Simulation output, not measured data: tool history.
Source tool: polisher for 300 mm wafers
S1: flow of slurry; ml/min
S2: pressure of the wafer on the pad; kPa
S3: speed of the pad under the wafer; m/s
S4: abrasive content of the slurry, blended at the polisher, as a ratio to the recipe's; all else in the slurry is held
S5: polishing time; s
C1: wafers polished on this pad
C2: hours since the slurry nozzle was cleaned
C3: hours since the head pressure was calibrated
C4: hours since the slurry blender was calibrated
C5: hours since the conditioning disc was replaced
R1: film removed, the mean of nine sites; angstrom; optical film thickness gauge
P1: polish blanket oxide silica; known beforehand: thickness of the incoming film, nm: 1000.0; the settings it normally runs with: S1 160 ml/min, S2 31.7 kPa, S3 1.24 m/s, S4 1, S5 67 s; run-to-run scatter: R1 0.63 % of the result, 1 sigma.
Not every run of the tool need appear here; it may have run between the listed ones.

run 1 hour=6.4 | S1=160 S2=31.7 S3=1.24 S4=1 S5=67 | C1=477 C2=264.3 C3=824.7 C4=181.3 C5=136.1 | R1=2150.7
run 2 hour=12.5 | S1=160 S2=31.7 S3=1.24 S4=1 S5=67 | C1=562 C2=270.4 C3=830.8 C4=187.4 C5=142.2 | R1=2153.3
run 3 hour=18.8 | S1=220 S2=31.7 S3=1.24 S4=1 S5=67 | C1=649 C2=276.7 C3=837.1 C4=193.7 C5=148.5 | R1=2253.9
run 4 hour=23.7 | S1=160 S2=44.1 S3=1.24 S4=1 S5=67 | C1=717 C2=281.6 C3=842 C4=198.6 C5=153.4 | R1=2985
run 5 hour=27.5 | S1=160 S2=31.7 S3=1.24 S4=0.6 S5=67 | C1=770 C2=285.4 C3=845.8 C4=202.4 C5=157.2 | R1=1645.2
run 6 hour=33 | S1=95 S2=31.7 S3=1.24 S4=1 S5=67 | C1=846 C2=290.9 C3=851.3 C4=207.9 C5=162.7 | R1=1929.7
run 7 hour=40.5 | S1=160 S2=31.7 S3=1.24 S4=1.45 S5=67 | C1=950 C2=298.4 C3=858.8 C4=215.4 C5=170.2 | R1=2517.5
run 8 hour=46.4 | S1=160 S2=31.7 S3=1.24 S4=1 S5=37 | C1=1032 C2=304.3 C3=864.7 C4=221.3 C5=176.1 | R1=1188.2
run 9 hour=50.8 | S1=95 S2=18.6 S3=1.24 S4=1 S5=67 | C1=1093 C2=308.7 C3=869.1 C4=225.7 C5=180.5 | R1=1135.2
run 10 hour=56.5 | S1=160 S2=31.7 S3=1.24 S4=1 S5=67 | C1=1172 C2=314.4 C3=874.8 C4=231.4 C5=186.2 | R1=2144.6
run 11 hour=63 | S1=160 S2=31.7 S3=1.24 S4=1 S5=67 | C1=1262 C2=320.9 C3=881.3 C4=237.9 C5=192.7 | R1=2156.6
run 12 hour=67.3 | S1=95 S2=46.9 S3=1.24 S4=1 S5=67 | C1=1322 C2=325.2 C3=885.6 C4=242.2 C5=197 | R1=2845.7
run 13 hour=75.9 | S1=160 S2=31.7 S3=1.66 S4=1 S5=67 | C1=1441 C2=333.8 C3=894.2 C4=250.8 C5=205.6 | R1=2700.1
run 14 hour=83.2 | S1=160 S2=31.7 S3=1.24 S4=1 S5=67 | C1=1543 C2=341.1 C3=901.5 C4=258.1 C5=212.9 | R1=2163.9
run 15 hour=90.1 | S1=160 S2=22.8 S3=1.24 S4=1 S5=67 | C1=1638 C2=348 C3=908.4 C4=265 C5=219.8 | R1=1547.2
run 16 hour=98.3 | S1=160 S2=31.7 S3=1.24 S4=1 S5=67 | C1=1752 C2=356.2 C3=916.6 C4=273.2 C5=228 | R1=2155.8
-- hour=104.5 head pressure recalibrated
run 17 hour=105.8 | S1=230 S2=31.7 S3=1.82 S4=1 S5=67 | C1=1856 C2=363.7 C3=1.4 C4=280.7 C5=235.5 | R1=3053.4
run 18 hour=112.4 | S1=160 S2=31.7 S3=1.24 S4=1 S5=85 | C1=1948 C2=370.3 C3=8 C4=287.3 C5=242.1 | R1=2734.3
run 19 hour=120.5 | S1=160 S2=31.7 S3=0.58 S4=1 S5=67 | C1=2060 C2=378.4 C3=16.1 C4=295.4 C5=250.2 | R1=1179.1
run 20 hour=125.8 | S1=160 S2=31.7 S3=1.24 S4=1 S5=67 | C1=2134 C2=383.7 C3=21.4 C4=300.7 C5=255.5 | R1=2136.9
run 21 hour=130.3 | S1=160 S2=31.7 S3=1.24 S4=1 S5=67 | C1=2196 C2=388.2 C3=25.9 C4=305.2 C5=260 | R1=2112.3
run 22 hour=135.8 | S1=160 S2=31.7 S3=1.24 S4=1 S5=67 | C1=2273 C2=393.7 C3=31.4 C4=310.7 C5=265.5 | R1=2058.2
run 23 hour=144.2 | S1=160 S2=31.7 S3=1.24 S4=1 S5=67 | C1=2389 C2=402.1 C3=39.8 C4=319.1 C5=273.9 | R1=2016

Forecast run 24:
run 24 hour=149.7 | S1=160 S2=31.7 S3=1.24 S4=1 S5=67 | C1=2466 C2=407.6 C3=45.3 C4=324.6 C5=279.4 | R1=?

{"run 24": {"R1": 2010.2}}

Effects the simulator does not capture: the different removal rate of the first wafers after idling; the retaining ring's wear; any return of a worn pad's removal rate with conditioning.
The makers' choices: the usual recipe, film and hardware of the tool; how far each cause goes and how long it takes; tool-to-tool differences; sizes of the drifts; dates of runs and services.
